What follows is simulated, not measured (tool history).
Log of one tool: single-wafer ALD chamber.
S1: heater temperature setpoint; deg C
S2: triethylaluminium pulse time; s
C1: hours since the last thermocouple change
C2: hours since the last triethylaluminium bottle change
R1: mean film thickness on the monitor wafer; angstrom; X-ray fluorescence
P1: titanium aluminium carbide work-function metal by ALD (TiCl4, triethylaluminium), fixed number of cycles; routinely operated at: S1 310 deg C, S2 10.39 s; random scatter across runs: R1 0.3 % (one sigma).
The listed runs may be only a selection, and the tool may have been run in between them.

Run 1, day 0.471: S1 310 deg C, S2 10.39 s; C1 168.3; C2 1118.3. Result: R1 20.303 angstrom.
At day 0.642: triethylaluminium bottle replaced.
Run 2, day 0.725: S1 310 deg C, S2 10.39 s; C1 174.4; C2 2.1. Result: R1 20.342 angstrom.
Run 3, day 1.096: S1 310 deg C, S2 10.39 s; C1 183.3; C2 11.0. Result: R1 20.389 angstrom.
Run 4, day 1.538: S1 333 deg C, S2 15.94 s; C1 193.9; C2 21.6. Result: R1 22.931 angstrom.
Run 5, day 1.788: S1 310 deg C, S2 7.16 s; C1 199.9; C2 27.6. Result: R1 19.202 angstrom.
Run 6, day 2.050: S1 310 deg C, S2 10.39 s; C1 206.2; C2 33.9. Result: R1 20.425 angstrom.
Run 7, day 2.496: S1 285 deg C, S2 10.39 s; C1 216.9; C2 44.6. Result: R1 18.294 angstrom.
Run 8, day 2.967: S1 310 deg C, S2 17.03 s; C1 228.2; C2 55.9. Result: R1 20.970 angstrom.
Run 9, day 3.508: S1 298 deg C, S2 5.60 s; C1 241.2; C2 68.9. Result: R1 17.080 angstrom.
Run 10, day 3.983: S1 327 deg C, S2 10.39 s; C1 252.6; C2 80.3. Result: R1 21.814 angstrom.

Run 11 is up next; what results do you expect?
Run 11, day 4.467: S1 310 deg C, S2 10.39 s; C1 264.2; C2 91.9. Result: R1 ?.

{"run 11": {"R1": 20.511}}
